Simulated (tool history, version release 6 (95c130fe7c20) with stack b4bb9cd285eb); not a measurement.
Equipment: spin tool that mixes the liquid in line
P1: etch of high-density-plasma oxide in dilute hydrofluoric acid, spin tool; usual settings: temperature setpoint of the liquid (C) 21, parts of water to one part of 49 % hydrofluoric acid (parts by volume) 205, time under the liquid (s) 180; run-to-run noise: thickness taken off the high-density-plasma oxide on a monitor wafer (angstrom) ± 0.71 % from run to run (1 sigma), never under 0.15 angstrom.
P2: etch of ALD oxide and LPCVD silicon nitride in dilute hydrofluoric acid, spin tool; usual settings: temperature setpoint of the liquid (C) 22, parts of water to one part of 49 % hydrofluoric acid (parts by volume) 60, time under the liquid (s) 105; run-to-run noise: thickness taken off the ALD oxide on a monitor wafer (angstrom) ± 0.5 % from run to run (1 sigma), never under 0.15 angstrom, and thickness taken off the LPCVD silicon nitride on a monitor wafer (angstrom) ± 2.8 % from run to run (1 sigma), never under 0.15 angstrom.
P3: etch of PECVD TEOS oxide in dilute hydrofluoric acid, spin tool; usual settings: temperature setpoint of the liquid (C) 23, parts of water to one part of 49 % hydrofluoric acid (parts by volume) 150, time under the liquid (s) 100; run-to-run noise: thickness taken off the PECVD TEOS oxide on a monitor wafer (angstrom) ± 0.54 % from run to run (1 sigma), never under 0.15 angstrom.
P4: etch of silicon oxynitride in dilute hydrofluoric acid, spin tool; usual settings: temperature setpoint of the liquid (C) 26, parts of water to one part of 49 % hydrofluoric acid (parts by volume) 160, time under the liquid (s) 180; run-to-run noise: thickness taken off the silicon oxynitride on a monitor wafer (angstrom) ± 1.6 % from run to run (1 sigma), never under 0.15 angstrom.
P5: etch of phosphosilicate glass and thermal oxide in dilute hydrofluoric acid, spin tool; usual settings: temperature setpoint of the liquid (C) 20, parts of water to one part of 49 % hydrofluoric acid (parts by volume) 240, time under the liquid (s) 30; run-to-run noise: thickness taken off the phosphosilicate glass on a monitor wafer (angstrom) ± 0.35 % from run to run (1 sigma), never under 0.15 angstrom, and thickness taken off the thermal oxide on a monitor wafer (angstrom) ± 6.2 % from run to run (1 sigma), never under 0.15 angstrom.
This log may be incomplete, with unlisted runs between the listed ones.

run     day  process that ran  temperature setpoint of the liquid (C)  parts of water to one part of 49 % hydrofluoric acid (parts by volume)  time under the liquid (s)  thickness taken off the high-density-plasma oxide on a monitor wafer (angstrom)  thickness taken off the ALD oxide on a monitor wafer (angstrom)  thickness taken off the LPCVD silicon nitride on a monitor wafer (angstrom)  thickness taken off the phosphosilicate glass on a monitor wafer (angstrom)  thickness taken off the thermal oxide on a monitor wafer (angstrom)  thickness taken off the PECVD TEOS oxide on a monitor wafer (angstrom)  thickness taken off the silicon oxynitride on a monitor wafer (angstrom)
  1   0.242                P1                                      21                                                                     205                        180                                                                           33.942
  2   0.483                P2                                      22                                                                      60                         35                                                                                                                                            147.36                                                                       2.4238
  3     0.8                P1                                    29.5                                                                     205                        180                                                                            46.92
  4   1.021                P5                                      20                                                                     240                         30                                                                                                                                                                                                                                                                                                      123.71                                                               4.6529
  5   1.262                P1                                      21                                                                     205                        180                                                                           34.959
  6   1.642                P3                                      23                                                                     150                        190                                                                                                                                                                                                                                                                                                                                                                                                                                                   124.42
  7   1.929                P1                                      17                                                                     110                        180                                                                           60.227
  8   2.125                P5                                      20                                                                     240                         15                                                                                                                                                                                                                                                                                                      61.771                                                               2.1088
  9   2.329                P3                                      23                                                                     150                        100                                                                                                                                                                                                                                                                                                                                                                                                                                                   66.109
 10   2.546                P1                                    25.5                                                                      70                        180                                                                            142.1
 11   2.721                P3                                      18                                                                     150                        100                                                                                                                                                                                                                                                                                                                                                                                                                                                   53.748
 12   2.908                P2                                    26.5                                                                      60                        105                                                                                                                                            533.94                                                                       9.7033
 13   3.275                P4                                      30                                                                     160                        180                                                                                                                                                                                                                                                                                                                                                                                                                                                                                                                             22.903
 14   3.612                P5                                      20                                                                     240                         30                                                                                                                                                                                                                                                                                                      123.64                                                               4.4771
 15   3.854                P1                                      21                                                                     205                        180                                                                           34.345
 16   4.108                P1                                      17                                                                     105                        180                                                                           63.057
 17   4.421                P2                                      22                                                                      60                        105                                                                                                                                            440.77                                                                       7.5777
 18   4.708                P1                                      21                                                                     205                        180                                                                           34.499
 19   4.896                P4                                      26                                                                     160                        180                                                                                                                                                                                                                                                                                                                                                                                                                                                                                                                             19.051
 20   5.267                P2                                      22                                                                      30                        105                                                                                                                                            909.44                                                                       13.978
 21   5.546                P1                                      21                                                                      75                        180                                                                           108.02
 22   5.742                P1                                      21                                                                     205                        180                                                                           34.702
 23   6.129                P1                                      21                                                                     205                         20                                                                           3.9306
 24   6.471                P4                                      26                                                                      50                        180                                                                                                                                                                                                                                                                                                                                                                                                                                                                                                                             65.971
 25   6.729                P5                                      25                                                                     240                         30                                                                                                                                                                                                                                                                                                      147.67                                                               4.7094
 26     7.1                P2                                      22                                                                      60                        105                                                                                                                                            441.04                                                                       7.0227
 27   7.429                P4                                      26                                                                     160                         15                                                                                                                                                                                                                                                                                                                                                                                                                                                                                                                             1.5646
 28   7.796                P1                                      21                                                                     205                        180                                                                           34.601
 29   8.133                P1                                      21                                                                     205                        270                                                                           51.303
 30   8.388                P5                                      20                                                                     395                         30                                                                                                                                                                                                                                                                                                      65.457                                                               2.2679
 31   8.746                P3                                      23                                                                     260                        100                                                                                                                                                                                                                                                                                                                                                                                                                                                   33.521
 32   8.979                P1                                      17                                                                     205                        180                                                                            29.72
 33   9.362                P1                                      21                                                                     350                        180                                                                           17.652
 34   9.679                P1                                      21                                                                     205                        180                                                                           34.504
 35   9.988                P1                                      21                                                                     205                        180                                                                            33.43
 36  10.283                P1                                      21                                                                     205                        180                                                                           32.445
 37  10.629                P1                                      21                                                                     205                        180                                                                           32.522
 38  10.988                P1                                      21                                                                     205                        180                                                                           32.084
 39  11.242                P1                                      21                                                                     205                        180                                                                           32.128
 40  11.604                P1                                      21                                                                     205                        180                                                                            31.87
 41  11.862                P1                                      21                                                                     205                        180                                                                           31.807
 42  12.188                P1                                      21                                                                     205                        180                                                                           31.971

The log shows P1 creeping away from where it was. Any of the 2 causes listed here, at the size stated for it, fits the log just as well as the others:
A: hydrofluoric acid flow below the setpoint (%) = 6.61
B: liquid colder than its thermometer reads (K) = 2.15
Creep in the process output first set in at about day 9.679.

Of the 4 check runs below, each run on 5 wafers with the results averaged and each result still a question mark, which one would tell the listed causes apart?
check 1  12.512                P4                                      26                                                                     160                        180                                                                                                                                                                                                                                                                                                                                                                                                                                                                                                                                  ?
check 2  12.512                P2                                      22                                                                      60                        105                                                                                                                                                 ?                                                                            ?
check 3  12.512                P5                                      20                                                                     240                         30                                                                                                                                                                                                                                                                                                           ?                                                                    ?
check 4  12.512                P3                                      23                                                                     150                        100                                                                                                                                                                                                                                                                                                                                                                                                                                                        ?

If the cause were each of the candidates in turn, the checks would give the following:
  check                                                                       result    if A    if B
check 1     thickness taken off the silicon oxynitride on a monitor wafer (angstrom)  17.003  16.676
check 2              thickness taken off the ALD oxide on a monitor wafer (angstrom)  408.13  401.54
check 2  thickness taken off the LPCVD silicon nitride on a monitor wafer (angstrom)  6.8488  6.3174
check 3  thickness taken off the phosphosilicate glass on a monitor wafer (angstrom)  113.65  113.89
check 3          thickness taken off the thermal oxide on a monitor wafer (angstrom)  4.0485  4.0572
check 4       thickness taken off the PECVD TEOS oxide on a monitor wafer (angstrom)   61.02  60.792
Gap, in per cent, between the two causes that each check separates least, read from the result that separates them most: check 1 1.94 %; check 2 8.08 %; check 3 0.21 %; check 4 0.37 %
Check 2 is the one run that separates the causes; every other check would come out nearly the same whichever cause is at work.

Then check 2 was run and gave: thickness taken off the ALD oxide on a monitor wafer (angstrom) 400.77; thickness taken off the LPCVD silicon nitride on a monitor wafer (angstrom) 6.2275. Which cause is it?

It was cause B: liquid colder than its thermometer reads (K).
